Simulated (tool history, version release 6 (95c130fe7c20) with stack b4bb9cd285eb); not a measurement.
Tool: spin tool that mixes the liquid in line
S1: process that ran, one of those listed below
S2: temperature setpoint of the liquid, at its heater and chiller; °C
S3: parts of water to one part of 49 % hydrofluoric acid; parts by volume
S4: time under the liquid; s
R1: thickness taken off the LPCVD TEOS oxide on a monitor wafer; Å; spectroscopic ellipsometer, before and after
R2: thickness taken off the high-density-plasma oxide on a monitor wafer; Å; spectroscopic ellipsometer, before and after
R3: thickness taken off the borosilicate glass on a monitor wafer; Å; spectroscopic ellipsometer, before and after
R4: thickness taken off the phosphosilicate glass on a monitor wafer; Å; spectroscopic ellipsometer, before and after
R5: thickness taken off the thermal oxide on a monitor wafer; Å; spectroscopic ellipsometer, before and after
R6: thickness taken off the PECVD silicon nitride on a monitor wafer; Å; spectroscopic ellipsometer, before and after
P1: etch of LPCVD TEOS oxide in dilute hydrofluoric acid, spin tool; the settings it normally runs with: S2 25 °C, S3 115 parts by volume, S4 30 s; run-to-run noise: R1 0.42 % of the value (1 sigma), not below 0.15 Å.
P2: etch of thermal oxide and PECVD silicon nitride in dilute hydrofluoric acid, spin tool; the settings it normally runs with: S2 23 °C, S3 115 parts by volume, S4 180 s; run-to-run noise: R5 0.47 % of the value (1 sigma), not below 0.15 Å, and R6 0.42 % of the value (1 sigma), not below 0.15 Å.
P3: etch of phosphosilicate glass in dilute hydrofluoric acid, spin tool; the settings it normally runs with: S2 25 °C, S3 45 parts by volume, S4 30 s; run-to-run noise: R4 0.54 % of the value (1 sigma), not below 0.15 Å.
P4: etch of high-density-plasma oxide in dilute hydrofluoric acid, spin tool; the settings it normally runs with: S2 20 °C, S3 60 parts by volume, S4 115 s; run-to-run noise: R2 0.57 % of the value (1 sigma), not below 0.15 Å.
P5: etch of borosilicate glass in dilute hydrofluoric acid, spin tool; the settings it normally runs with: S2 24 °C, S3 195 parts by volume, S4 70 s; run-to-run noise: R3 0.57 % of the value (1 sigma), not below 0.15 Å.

| run | day | S1 | S2 | S3 | S4 | R1 | R2 | R3 | R4 | R5 | R6 |
|---|---|---|---|---|---|---|---|---|---|---|---|
| 1 | 0.217 | P1 | 25 | 115 | 30 | 157.23 |  |  |  |  |  |
| 2 | 0.525 | P4 | 26.5 | 60 | 115 |  | 109.32 |  |  |  |  |
| 3 | 0.85 | P5 | 24 | 195 | 70 |  |  | 85.426 |  |  |  |
| 4 | 1.042 | P4 | 20 | 60 | 115 |  | 84.812 |  |  |  |  |
| 5 | 1.317 | P1 | 25 | 115 | 30 | 156.99 |  |  |  |  |  |
| 6 | 1.675 | P3 | 25 | 45 | 55 |  |  |  | 1419.8 |  |  |
| 7 | 1.975 | P2 | 23 | 115 | 180 |  |  |  |  | 64.916 | 57.711 |
| 8 | 2.308 | P1 | 19.5 | 115 | 30 | 126.18 |  |  |  |  |  |
| 9 | 2.671 | P1 | 18 | 115 | 15 | 59.361 |  |  |  |  |  |
|  | 2.871 | thermometer replaced |
| 10 | 2.988 | P1 | 25 | 115 | 30 | 158.36 |  |  |  |  |  |
| 11 | 3.167 | P1 | 25 | 115 | 30 | 157.45 |  |  |  |  |  |
| 12 | 3.408 | P4 | 20 | 85 | 115 |  | 57.114 |  |  |  |  |
| 13 | 3.596 | P2 | 23 | 50 | 180 |  |  |  |  | 162.02 | 132.21 |
| 14 | 3.825 | P4 | 20 | 60 | 115 |  | 84.564 |  |  |  |  |
| 15 | 4.038 | P2 | 31 | 115 | 180 |  |  |  |  | 88.939 | 97.264 |
| 16 | 4.288 | P3 | 25 | 45 | 30 |  |  |  | 773.35 |  |  |
| 17 | 4.462 | P5 | 24 | 195 | 20 |  |  | 24.282 |  |  |  |
| 18 | 4.75 | P1 | 25 | 115 | 30 | 157.53 |  |  |  |  |  |
| 19 | 5.025 | P1 | 29 | 115 | 30 | 184.69 |  |  |  |  |  |
| 20 | 5.262 | P2 | 23 | 115 | 180 |  |  |  |  | 65.198 | 58.623 |
| 21 | 5.5 | P2 | 23 | 115 | 260 |  |  |  |  | 93.165 | 83.551 |
| 22 | 5.892 | P1 | 25 | 70 | 30 | 275.37 |  |  |  |  |  |
| 23 | 6.15 | P4 | 20 | 60 | 175 |  | 129.72 |  |  |  |  |
| 24 | 6.471 | P1 | 25 | 200 | 30 | 81.867 |  |  |  |  |  |
| 25 | 6.65 | P5 | 24 | 195 | 70 |  |  | 85.543 |  |  |  |
| 26 | 6.842 | P5 | 17 | 195 | 70 |  |  | 64.941 |  |  |  |
| 27 | 7.125 | P3 | 25 | 80 | 30 |  |  |  | 416.85 |  |  |
| 28 | 7.442 | P1 | 25 | 115 | 30 | 157.61 |  |  |  |  |  |
| 29 | 7.679 | P1 | 25 | 115 | 30 | 156.76 |  |  |  |  |  |
| 30 | 7.854 | P1 | 25 | 115 | 15 | 78.626 |  |  |  |  |  |
| 31 | 8.092 | P1 | 25 | 35 | 50 | 958.22 |  |  |  |  |  |
| 32 | 8.367 | P5 | 24 | 60 | 70 |  |  | 325.56 |  |  |  |
| 33 | 8.542 | P3 | 18 | 45 | 30 |  |  |  | 577.07 |  |  |
| 34 | 8.925 | P1 | 25 | 115 | 45 | 236.88 |  |  |  |  |  |
| 35 | 9.129 | P1 | 25 | 115 | 30 | 157.52 |  |  |  |  |  |
| 36 | 9.367 | P1 | 25 | 115 | 30 | 152.68 |  |  |  |  |  |
| 37 | 9.729 | P1 | 25 | 115 | 30 | 150.78 |  |  |  |  |  |
| 38 | 10 | P1 | 25 | 115 | 30 | 149.86 |  |  |  |  |  |
| 39 | 10.308 | P1 | 25 | 115 | 30 | 149.3 |  |  |  |  |  |
| 40 | 10.504 | P1 | 25 | 115 | 30 | 148.78 |  |  |  |  |  |
| 41 | 10.875 | P1 | 25 | 115 | 30 | 148.8 |  |  |  |  |  |

What will run 42 give?
| 42 | 11.146 | P1 | 25 | 115 | 30 | ? |  |  |  |  |  |

{"run 42": {"R1": 149.42}}

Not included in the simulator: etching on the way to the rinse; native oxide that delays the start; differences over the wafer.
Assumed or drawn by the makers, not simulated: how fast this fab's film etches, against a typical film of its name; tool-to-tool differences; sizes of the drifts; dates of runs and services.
